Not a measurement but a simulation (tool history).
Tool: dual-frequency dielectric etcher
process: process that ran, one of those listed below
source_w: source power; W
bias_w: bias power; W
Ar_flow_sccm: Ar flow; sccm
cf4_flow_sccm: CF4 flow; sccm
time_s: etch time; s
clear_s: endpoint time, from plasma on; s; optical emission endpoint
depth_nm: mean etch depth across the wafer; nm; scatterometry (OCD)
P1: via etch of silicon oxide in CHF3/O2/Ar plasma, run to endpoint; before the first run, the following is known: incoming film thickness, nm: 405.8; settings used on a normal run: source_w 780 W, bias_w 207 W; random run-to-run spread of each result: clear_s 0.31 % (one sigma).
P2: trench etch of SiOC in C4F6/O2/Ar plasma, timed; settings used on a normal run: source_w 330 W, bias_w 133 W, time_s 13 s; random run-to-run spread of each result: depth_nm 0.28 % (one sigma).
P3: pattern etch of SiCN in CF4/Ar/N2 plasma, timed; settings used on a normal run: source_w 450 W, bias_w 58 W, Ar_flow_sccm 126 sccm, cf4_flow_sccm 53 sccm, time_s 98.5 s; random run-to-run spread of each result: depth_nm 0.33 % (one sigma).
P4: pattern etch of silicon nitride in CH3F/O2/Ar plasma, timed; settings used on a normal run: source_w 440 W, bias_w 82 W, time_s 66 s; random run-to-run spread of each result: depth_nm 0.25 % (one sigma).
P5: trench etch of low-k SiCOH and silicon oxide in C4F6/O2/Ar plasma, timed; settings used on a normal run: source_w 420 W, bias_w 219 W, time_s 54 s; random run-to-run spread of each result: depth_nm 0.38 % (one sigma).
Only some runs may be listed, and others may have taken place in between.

run     day  process  source_w  bias_w  Ar_flow_sccm  cf4_flow_sccm  time_s  hours since the last wet clean  hours since the last source power generator calibration  hours since the last bias power generator calibration  clear_s  depth_nm
  1   0.425       P1       780     207                                                                275.5                                                   2873.3                                                 3343.5   176.89
  2   0.792       P3       450      58           126             75    98.5                           284.3                                                   2882.1                                                 3352.3             75.716
  3    1.15       P5       420     219                                   54                           292.9                                                   2890.7                                                 3360.9             195.91
  4   1.488       P3       450      58           126             53    98.5                             301                                                   2898.8                                                   3369              71.34
  5   1.925       P4       440      82                                   66                           311.5                                                   2909.3                                                 3379.5             52.432
  6   2.192       P2       330     133                                  7.5                           317.9                                                   2915.7                                                 3385.9             13.044
  7    2.55       P1       590     207                                                                326.5                                                   2924.3                                                 3394.5   196.08
  8   2.883       P1      1090     207                                                                334.5                                                   2932.3                                                 3402.5   154.61
  9   3.279       P1       780     167                                                                  344                                                   2941.8                                                   3412   189.15
 10   3.567       P1       780     275                                                                350.9                                                   2948.7                                                 3418.9   159.98
 11   3.825       P5       550     219                                   54                           357.1                                                   2954.9                                                 3425.1             216.94
 12   4.067       P1       780     207                                                                362.9                                                   2960.7                                                 3430.9   177.03
 13   4.296       P2       450     133                                   13                           368.4                                                   2966.2                                                 3436.4             25.575
 14   4.708       P1       780     207                                                                378.3                                                   2976.1                                                 3446.3   177.33
 15   5.079       P5       420     219                                   54                           387.2                                                     2985                                                 3455.2             195.13
      5.467  -- wet clean of the chamber
 16    5.55       P3       450      58           126             53    98.5                               2                                                   2996.3                                                 3466.5             70.911
 17   6.042       P1       780     207                                                                 13.8                                                   3008.1                                                 3478.3   177.09
 18   6.288       P5       420     289                                   54                            19.7                                                     3014                                                 3484.2             213.06
 19   6.504       P3       450      58            82             53    98.5                            24.9                                                   3019.2                                                 3489.4             76.923
 20   6.796       P5       420     219                                   80                            31.9                                                   3026.2                                                 3496.4             290.39
 21   7.267       P3       450      58           126             53   130.5                            43.2                                                   3037.5                                                 3507.7              94.59
 22   7.617       P4       440      53                                   66                            51.6                                                   3045.9                                                 3516.1             45.117
 23     7.9       P1       780     207                                                                 58.4                                                   3052.7                                                 3522.9   176.17
 24   8.342       P1       960     144                                                                   69                                                   3063.3                                                 3533.5   183.83
 25   8.746       P3       370      58           126             53    98.5                            78.7                                                     3073                                                 3543.2             59.899
 26   9.008       P2       330      78                                   13                              85                                                   3079.3                                                 3549.5             19.423
 27   9.396       P1       780     207                                                                 94.3                                                   3088.6                                                 3558.8   176.35
 28   9.888       P4       440      82                                 91.5                           106.1                                                   3100.4                                                 3570.6             72.465
 29  10.138       P4       320      82                                   66                           112.1                                                   3106.4                                                 3576.6              46.44
 30    10.6       P3       450      70           126             53    98.5                           123.2                                                   3117.5                                                 3587.7             76.013
 31  10.962       P2       330     133                                   13                           131.9                                                   3126.2                                                 3596.4             22.709
 32  11.367       P1       780     207                                                                141.6                                                   3135.9                                                 3606.1   175.94
 33  11.783       P1       780     207                                                                151.6                                                   3145.9                                                 3616.1   178.89
 34  12.058       P1       780     207                                                                158.2                                                   3152.5                                                 3622.7   179.06
      12.35  -- wet clean of the chamber
 35  12.538       P1       780     207                                                                  4.6                                                     3164                                                 3634.2   178.74
 36   12.75       P1       780     207                                                                  9.7                                                   3169.1                                                 3639.3   179.71
 37  13.171       P1       780     207                                                                 19.8                                                   3179.2                                                 3649.4   179.44
 38  13.404       P1       780     207                                                                 25.4                                                   3184.8                                                   3655   178.65

What P1 gives has crept away from where it was. These 2 causes fit the log equally well, each at the size given:
A: source power that arrives under what is set, % = 4.19
B: bias power that arrives under what is set, % = 4.72
The onset of the drift is placed at about day 11.367.
Each remaining cause and why it is not a fit:
chamber walls in a state that lowers the etch rate, %: serviced after onset, at day 12.35, with no recovery of the prior output

The list below offers 4 check runs, each averaging the results of 2 wafers, and shows each result as a question mark. For which of them would the listed causes give clearly different results?
check 1  13.638       P3       450      58           104             53    98.5                                                                                                                                                                  ?
check 2  13.638       P2       450     133                                  9.5                                                                                                                                                                  ?
check 3  13.638       P5       490     219                                   78                                                                                                                                                                  ?
check 4  13.638       P4       440      57                                   66                                                                                                                                                                  ?

Outcome of each check run for each possible cause:
  check    result    if A    if B
check 1  depth_nm  70.847  72.333
check 2  depth_nm  18.401  18.456
check 3  depth_nm  295.12  295.39
check 4  depth_nm  45.535  45.585
Separation of the two closest causes in each check, using whichever result separates them best: check 1 2.08 %; check 2 0.3 %; check 3 0.09 %; check 4 0.11 %
The causes can be told apart only by check 1. The other checks would give nearly the same results under each of them.

Here is what check 1 returned: depth_nm 72.203 nm. Which cause is it?

The cause is B: bias power that arrives under what is set, %.
